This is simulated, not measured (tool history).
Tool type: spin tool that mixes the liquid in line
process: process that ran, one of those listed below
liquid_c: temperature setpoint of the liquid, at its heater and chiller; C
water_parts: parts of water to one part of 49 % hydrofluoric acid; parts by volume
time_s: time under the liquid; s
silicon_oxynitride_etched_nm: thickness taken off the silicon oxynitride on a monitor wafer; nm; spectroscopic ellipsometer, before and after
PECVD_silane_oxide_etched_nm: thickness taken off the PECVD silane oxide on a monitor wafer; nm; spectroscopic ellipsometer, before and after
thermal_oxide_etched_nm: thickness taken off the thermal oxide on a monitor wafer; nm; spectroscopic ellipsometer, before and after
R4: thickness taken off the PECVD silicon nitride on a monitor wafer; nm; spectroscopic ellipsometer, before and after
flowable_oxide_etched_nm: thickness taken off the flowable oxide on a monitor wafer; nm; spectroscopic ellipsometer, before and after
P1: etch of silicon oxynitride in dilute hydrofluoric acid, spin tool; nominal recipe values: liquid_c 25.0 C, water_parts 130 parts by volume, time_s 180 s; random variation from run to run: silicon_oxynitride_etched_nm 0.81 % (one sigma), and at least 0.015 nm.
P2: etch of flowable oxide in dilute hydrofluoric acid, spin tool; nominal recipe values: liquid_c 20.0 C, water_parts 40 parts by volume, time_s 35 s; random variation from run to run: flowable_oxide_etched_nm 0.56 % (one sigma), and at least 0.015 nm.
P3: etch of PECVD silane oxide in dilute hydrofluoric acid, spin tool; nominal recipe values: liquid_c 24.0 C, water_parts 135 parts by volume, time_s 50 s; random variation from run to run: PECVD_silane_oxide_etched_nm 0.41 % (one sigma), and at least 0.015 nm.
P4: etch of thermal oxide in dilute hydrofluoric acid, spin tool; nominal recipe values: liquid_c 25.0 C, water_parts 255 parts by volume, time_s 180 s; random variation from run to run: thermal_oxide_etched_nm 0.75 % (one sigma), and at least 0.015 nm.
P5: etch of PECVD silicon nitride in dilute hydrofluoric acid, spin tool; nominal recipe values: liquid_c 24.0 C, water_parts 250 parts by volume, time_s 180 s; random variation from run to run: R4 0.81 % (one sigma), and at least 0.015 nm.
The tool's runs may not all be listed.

{"run": 1, "day": 0.304, "process": "P1", "liquid_c": 25.0, "water_parts": 130, "time_s": 180, "silicon_oxynitride_etched_nm": 3.238}
{"run": 2, "day": 0.688, "process": "P1", "liquid_c": 31.5, "water_parts": 225, "time_s": 180, "silicon_oxynitride_etched_nm": 2.3237}
{"run": 3, "day": 1.0, "process": "P3", "liquid_c": 24.0, "water_parts": 135, "time_s": 90, "PECVD_silane_oxide_etched_nm": 16.721}
{"run": 4, "day": 1.379, "process": "P4", "liquid_c": 25.0, "water_parts": 255, "time_s": 180, "thermal_oxide_etched_nm": 2.9537}
{"run": 5, "day": 1.654, "process": "P4", "liquid_c": 25.0, "water_parts": 255, "time_s": 290, "thermal_oxide_etched_nm": 4.6341}
{"run": 6, "day": 1.95, "process": "P1", "liquid_c": 25.0, "water_parts": 225, "time_s": 180, "silicon_oxynitride_etched_nm": 1.7719}
{"run": 7, "day": 2.35, "process": "P5", "liquid_c": 24.0, "water_parts": 250, "time_s": 180, "R4": 2.7048}
{"run": 8, "day": 2.792, "process": "P1", "liquid_c": 25.0, "water_parts": 130, "time_s": 180, "silicon_oxynitride_etched_nm": 3.338}
{"run": 9, "day": 3.088, "process": "P5", "liquid_c": 18.5, "water_parts": 250, "time_s": 180, "R4": 1.8694}
{"run": 10, "day": 3.329, "process": "P1", "liquid_c": 25.0, "water_parts": 175, "time_s": 15, "silicon_oxynitride_etched_nm": 0.20679}
{"run": 11, "day": 3.825, "process": "P4", "liquid_c": 31.5, "water_parts": 255, "time_s": 180, "thermal_oxide_etched_nm": 3.616}
{"run": 12, "day": 4.292, "process": "P5", "liquid_c": 24.0, "water_parts": 75, "time_s": 180, "R4": 8.7536}
{"run": 13, "day": 4.767, "process": "P1", "liquid_c": 30.0, "water_parts": 130, "time_s": 180, "silicon_oxynitride_etched_nm": 4.1117}
{"run": 14, "day": 5.125, "process": "P2", "liquid_c": 27.5, "water_parts": 40, "time_s": 35, "flowable_oxide_etched_nm": 39.068}
{"run": 15, "day": 5.608, "process": "P5", "liquid_c": 24.0, "water_parts": 250, "time_s": 305, "R4": 4.6171}
{"run": 16, "day": 6.117, "process": "P1", "liquid_c": 25.0, "water_parts": 130, "time_s": 180, "silicon_oxynitride_etched_nm": 3.2785}
{"run": 17, "day": 6.5, "process": "P1", "liquid_c": 19.0, "water_parts": 130, "time_s": 180, "silicon_oxynitride_etched_nm": 2.5175}
{"run": 18, "day": 7.0, "process": "P1", "liquid_c": 25.0, "water_parts": 130, "time_s": 180, "silicon_oxynitride_etched_nm": 3.2724}
{"run": 19, "day": 7.338, "process": "P2", "liquid_c": 20.0, "water_parts": 40, "time_s": 50, "flowable_oxide_etched_nm": 41.132}
{"run": 20, "day": 7.696, "process": "P1", "liquid_c": 25.0, "water_parts": 130, "time_s": 180, "silicon_oxynitride_etched_nm": 3.3317}
{"run": 21, "day": 8.217, "process": "P3", "liquid_c": 24.0, "water_parts": 45, "time_s": 50, "PECVD_silane_oxide_etched_nm": 30.923}
{"run": 22, "day": 8.512, "process": "P1", "liquid_c": 25.0, "water_parts": 70, "time_s": 180, "silicon_oxynitride_etched_nm": 6.4786}
{"run": 23, "day": 9.0, "process": "P1", "liquid_c": 25.0, "water_parts": 130, "time_s": 340, "silicon_oxynitride_etched_nm": 6.1368}
{"run": 24, "day": 9.438, "process": "P3", "liquid_c": 24.0, "water_parts": 135, "time_s": 50, "PECVD_silane_oxide_etched_nm": 9.2824}
{"run": 25, "day": 9.933, "process": "P4", "liquid_c": 25.0, "water_parts": 50, "time_s": 180, "thermal_oxide_etched_nm": 19.06}
{"run": 26, "day": 10.171, "process": "P1", "liquid_c": 25.0, "water_parts": 130, "time_s": 180, "silicon_oxynitride_etched_nm": 3.2442}
{"run": 27, "day": 10.675, "process": "P1", "liquid_c": 25.0, "water_parts": 130, "time_s": 180, "silicon_oxynitride_etched_nm": 3.2945}
{"run": 28, "day": 11.083, "process": "P3", "liquid_c": 31.0, "water_parts": 135, "time_s": 50, "PECVD_silane_oxide_etched_nm": 12.046}
{"run": 29, "day": 11.488, "process": "P5", "liquid_c": 24.0, "water_parts": 250, "time_s": 180, "R4": 2.7047}
{"run": 30, "day": 11.783, "process": "P2", "liquid_c": 20.0, "water_parts": 20, "time_s": 35, "flowable_oxide_etched_nm": 58.651}
{"run": 31, "day": 12.271, "process": "P1", "liquid_c": 25.0, "water_parts": 85, "time_s": 255, "silicon_oxynitride_etched_nm": 7.3871}
{"run": 32, "day": 12.767, "process": "P2", "liquid_c": 20.0, "water_parts": 40, "time_s": 35, "flowable_oxide_etched_nm": 28.621}
{"run": 33, "day": 13.246, "process": "P1", "liquid_c": 25.0, "water_parts": 130, "time_s": 45, "silicon_oxynitride_etched_nm": 0.82743}
{"run": 34, "day": 13.625, "process": "P4", "liquid_c": 25.0, "water_parts": 255, "time_s": 180, "thermal_oxide_etched_nm": 2.9156}
{"run": 35, "day": 13.95, "process": "P1", "liquid_c": 25.0, "water_parts": 130, "time_s": 180, "silicon_oxynitride_etched_nm": 3.2603}
{"run": 36, "day": 14.367, "process": "P1", "liquid_c": 25.0, "water_parts": 130, "time_s": 180, "silicon_oxynitride_etched_nm": 3.4205}
{"run": 37, "day": 14.725, "process": "P1", "liquid_c": 25.0, "water_parts": 130, "time_s": 180, "silicon_oxynitride_etched_nm": 3.4611}
{"run": 38, "day": 15.071, "process": "P1", "liquid_c": 25.0, "water_parts": 130, "time_s": 180, "silicon_oxynitride_etched_nm": 3.5479}
{"run": 39, "day": 15.388, "process": "P1", "liquid_c": 25.0, "water_parts": 130, "time_s": 180, "silicon_oxynitride_etched_nm": 3.5944}
{"run": 40, "day": 15.696, "process": "P1", "liquid_c": 25.0, "water_parts": 130, "time_s": 180, "silicon_oxynitride_etched_nm": 3.648}
{"run": 41, "day": 15.971, "process": "P1", "liquid_c": 25.0, "water_parts": 130, "time_s": 180, "silicon_oxynitride_etched_nm": 3.5989}
{"run": 42, "day": 16.3, "process": "P1", "liquid_c": 25.0, "water_parts": 130, "time_s": 180, "silicon_oxynitride_etched_nm": 3.5522}
{"run": 43, "day": 16.733, "process": "P1", "liquid_c": 25.0, "water_parts": 130, "time_s": 180, "silicon_oxynitride_etched_nm": 3.6741}
{"run": 44, "day": 17.229, "process": "P1", "liquid_c": 25.0, "water_parts": 130, "time_s": 180, "silicon_oxynitride_etched_nm": 3.6517}

What P1 gives has crept away from where it was. These 2 causes fit the log equally well, each at the size given:
A: liquid hotter than its thermometer reads (K) = 2.11
B: hydrofluoric acid flow above the setpoint (%) = 9.04
At approximately day 13.950, the process output began to creep.

Consider the 4 single-wafer check runs listed below, results given as question marks: which one distinguishes between the causes by giving clearly different results for each?
{"run": "check 1", "day": 17.725, "process": "P3", "liquid_c": 24.0, "water_parts": 75, "time_s": 90, "PECVD_silane_oxide_etched_nm": "?"}
{"run": "check 2", "day": 17.725, "process": "P2", "liquid_c": 20.0, "water_parts": 20, "time_s": 45, "flowable_oxide_etched_nm": "?"}
{"run": "check 3", "day": 17.725, "process": "P4", "liquid_c": 28.5, "water_parts": 60, "time_s": 180, "thermal_oxide_etched_nm": "?"}
{"run": "check 4", "day": 17.725, "process": "P5", "liquid_c": 19.5, "water_parts": 75, "time_s": 180, "R4": "?"}

Outcome of each check run for each possible cause:
check=check_1 result=PECVD_silane_oxide_etched_nm if_A=35.2130 if_B=35.5730
check=check_2 result=flowable_oxide_etched_nm if_A=82.526 if_B=82.334
check=check_3 result=thermal_oxide_etched_nm if_A=19.3390 if_B=19.5610
check=check_4 result=R4 if_A=7.4947 if_B=7.0577
Distance between the nearest two causes, measured in the result of the check that separates them most: check 1 1.02 %; check 2 0.23 %; check 3 1.14 %; check 4 6.01 %
The causes can be told apart only by check 4. The other checks would give nearly the same results under each of them.

Here is what check 4 returned: R4 7.1265 nm. Which cause is it?

It is B: hydrofluoric acid flow above the setpoint (%).
